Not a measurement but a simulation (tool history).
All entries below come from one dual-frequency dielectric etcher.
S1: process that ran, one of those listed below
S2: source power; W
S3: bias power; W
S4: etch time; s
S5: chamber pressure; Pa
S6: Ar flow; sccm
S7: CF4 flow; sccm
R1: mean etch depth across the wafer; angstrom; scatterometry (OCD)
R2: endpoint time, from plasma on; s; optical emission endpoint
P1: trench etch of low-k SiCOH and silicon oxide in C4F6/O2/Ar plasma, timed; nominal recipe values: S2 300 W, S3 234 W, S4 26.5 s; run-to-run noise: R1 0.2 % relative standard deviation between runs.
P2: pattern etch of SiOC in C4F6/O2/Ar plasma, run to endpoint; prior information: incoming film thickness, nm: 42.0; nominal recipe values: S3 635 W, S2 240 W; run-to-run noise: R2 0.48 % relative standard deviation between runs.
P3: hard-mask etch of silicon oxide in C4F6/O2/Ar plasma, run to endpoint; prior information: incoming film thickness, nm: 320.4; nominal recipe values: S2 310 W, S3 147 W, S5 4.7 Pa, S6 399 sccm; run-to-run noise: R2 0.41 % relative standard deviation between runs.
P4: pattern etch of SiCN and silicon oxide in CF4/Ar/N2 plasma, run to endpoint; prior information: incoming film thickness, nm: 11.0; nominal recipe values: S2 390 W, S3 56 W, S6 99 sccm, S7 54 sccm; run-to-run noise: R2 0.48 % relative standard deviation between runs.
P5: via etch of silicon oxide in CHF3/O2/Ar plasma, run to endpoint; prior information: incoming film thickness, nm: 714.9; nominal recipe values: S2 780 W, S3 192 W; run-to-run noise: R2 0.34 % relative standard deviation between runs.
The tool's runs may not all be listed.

{"run": 1, "hour": 17.0, "S1": "P1", "S2": 300, "S3": 234, "S4": 26.5, "R1": 834.22}
{"run": 2, "hour": 32.3, "S1": "P1", "S2": 300, "S3": 234, "S4": 26.5, "R1": 833.82}
{"run": 3, "hour": 49.4, "S1": "P3", "S2": 180, "S3": 147, "S5": 4.7, "S6": 399, "R2": 149.54}
{"run": 4, "hour": 60.3, "S1": "P3", "S2": 310, "S3": 147, "S5": 4.7, "S6": 248, "R2": 116.12}
{"run": 5, "hour": 79.5, "S1": "P5", "S2": 780, "S3": 192, "R2": 310.06}
{"run": 6, "hour": 97.5, "S1": "P1", "S2": 300, "S3": 319, "S4": 26.5, "R1": 928.91}
{"run": 7, "hour": 114.5, "S1": "P4", "S2": 540, "S3": 56, "S6": 99, "S7": 54, "R2": 12.498}
{"run": 8, "hour": 126.7, "S1": "P1", "S2": 300, "S3": 149, "S4": 26.5, "R1": 720.94}
{"run": 9, "hour": 139.4, "S1": "P5", "S2": 780, "S3": 138, "R2": 344.56}
{"run": 10, "hour": 152.0, "S1": "P3", "S2": 310, "S3": 147, "S5": 4.7, "S6": 399, "R2": 121.96}
{"run": 11, "hour": 163.2, "S1": "P2", "S2": 240, "S3": 635, "R2": 14.835}
{"run": 12, "hour": 173.2, "S1": "P4", "S2": 390, "S3": 56, "S6": 99, "S7": 67, "R2": 15.99}
{"run": 13, "hour": 183.0, "S1": "P1", "S2": 300, "S3": 167, "S4": 32.5, "R1": 911.96}
{"run": 14, "hour": 196.3, "S1": "P3", "S2": 310, "S3": 147, "S5": 6.1, "S6": 399, "R2": 125.67}
{"run": 15, "hour": 211.0, "S1": "P1", "S2": 230, "S3": 234, "S4": 33.0, "R1": 939.57}
{"run": 16, "hour": 227.2, "S1": "P5", "S2": 1080, "S3": 192, "R2": 274.7}
{"run": 17, "hour": 236.0, "S1": "P1", "S2": 370, "S3": 234, "S4": 26.5, "R1": 904.64}
{"run": 18, "hour": 249.7, "S1": "P3", "S2": 310, "S3": 192, "S5": 4.7, "S6": 399, "R2": 112.06}
{"run": 19, "hour": 263.7, "S1": "P1", "S2": 200, "S3": 234, "S4": 35.0, "R1": 941.75}
{"run": 20, "hour": 280.6, "S1": "P1", "S2": 300, "S3": 234, "S4": 26.5, "R1": 834.38}
{"run": 21, "hour": 289.8, "S1": "P2", "S2": 240, "S3": 887, "R2": 13.139}
{"run": 22, "hour": 304.6, "S1": "P3", "S2": 310, "S3": 147, "S5": 4.7, "S6": 399, "R2": 121.94}
{"run": 23, "hour": 317.7, "S1": "P1", "S2": 230, "S3": 234, "S4": 26.5, "R1": 752.42}
{"run": 24, "hour": 334.6, "S1": "P1", "S2": 300, "S3": 234, "S4": 15.5, "R1": 487.52}
{"run": 25, "hour": 351.2, "S1": "P1", "S2": 300, "S3": 234, "S4": 26.5, "R1": 833.34}
{"run": 26, "hour": 366.8, "S1": "P4", "S2": 390, "S3": 56, "S6": 99, "S7": 54, "R2": 16.658}
{"run": 27, "hour": 381.1, "S1": "P2", "S2": 320, "S3": 635, "R2": 13.659}
{"run": 28, "hour": 400.3, "S1": "P4", "S2": 390, "S3": 79, "S6": 99, "S7": 54, "R2": 14.87}
{"run": 29, "hour": 415.7, "S1": "P1", "S2": 300, "S3": 234, "S4": 39.5, "R1": 1242.3}
{"run": 30, "hour": 427.3, "S1": "P2", "S2": 240, "S3": 635, "R2": 15.031}
{"run": 31, "hour": 444.8, "S1": "P1", "S2": 300, "S3": 234, "S4": 26.5, "R1": 834.49}
{"run": 32, "hour": 462.6, "S1": "P4", "S2": 390, "S3": 56, "S6": 70, "S7": 54, "R2": 15.757}
{"run": 33, "hour": 472.8, "S1": "P1", "S2": 300, "S3": 234, "S4": 26.5, "R1": 832.52}
{"run": 34, "hour": 487.8, "S1": "P5", "S2": 780, "S3": 192, "R2": 310.07}
{"run": 35, "hour": 503.0, "S1": "P1", "S2": 300, "S3": 234, "S4": 26.5, "R1": 831.66}
{"run": 36, "hour": 517.2, "S1": "P1", "S2": 300, "S3": 234, "S4": 26.5, "R1": 834.63}
{"run": 37, "hour": 532.0, "S1": "P1", "S2": 300, "S3": 234, "S4": 26.5, "R1": 838.44}
{"run": 38, "hour": 545.3, "S1": "P1", "S2": 300, "S3": 234, "S4": 26.5, "R1": 844.78}
{"run": 39, "hour": 562.8, "S1": "P1", "S2": 300, "S3": 234, "S4": 26.5, "R1": 848.42}
{"run": 40, "hour": 581.7, "S1": "P1", "S2": 300, "S3": 234, "S4": 26.5, "R1": 849.74}
{"hour": 582.3, "done": "wet clean of the chamber"}
{"run": 41, "hour": 593.6, "S1": "P1", "S2": 300, "S3": 234, "S4": 26.5, "R1": 844.71}
{"run": 42, "hour": 609.0, "S1": "P1", "S2": 300, "S3": 234, "S4": 26.5, "R1": 845.06}
{"run": 43, "hour": 621.4, "S1": "P1", "S2": 300, "S3": 234, "S4": 26.5, "R1": 844.39}
{"run": 44, "hour": 630.7, "S1": "P1", "S2": 300, "S3": 234, "S4": 26.5, "R1": 845.28}

Something has made what P1 gives creep away from where it was; the 2 causes below, each at its own stated size, fit the log equally well:
A: source power that arrives over what is set, % = 4.09
B: bias power that arrives over what is set, % = 4.58
Onset of the creep was near hour 517.2.
Every other cause this tool's parts could produce, and why it does not fit the log:
chamber walls in a state that raises the etch rate, %: was serviced at hour 582.3, once the creep was under way, yet the earlier output never came back

Below are 4 check runs, each averaged over 3 wafers, with their results shown as question marks. Which of them would give clearly different results depending on which cause is behind the drift?
{"run": "check 1", "hour": 640.0, "S1": "P2", "S2": 290, "S3": 785, "R2": "?"}
{"run": "check 2", "hour": 640.0, "S1": "P5", "S2": 980, "S3": 192, "R2": "?"}
{"run": "check 3", "hour": 640.0, "S1": "P3", "S2": 230, "S3": 187, "S5": 4.7, "S6": 399, "R2": "?"}
{"run": "check 4", "hour": 640.0, "S1": "P4", "S2": 390, "S3": 72, "S6": 72, "S7": 54, "R2": "?"}

What each check would give under each cause:
check=check_1 result=R2 if_A=12.732 if_B=12.687
check=check_2 result=R2 if_A=279.630 if_B=279.810
check=check_3 result=R2 if_A=124.900 if_B=124.960
check=check_4 result=R2 if_A=14.038 if_B=14.324
Per-check spread between the two closest causes, in the result where they differ most: check 1 0.35 %; check 2 0.06 %; check 3 0.05 %; check 4 2.02 %
The other checks would show nearly matching results whichever cause is true, so check 4 is the only one that separates the causes.

After running check 4, the following was obtained: R2 14.017 s. Which cause does this point to?

A is the cause: source power that arrives over what is set, %.
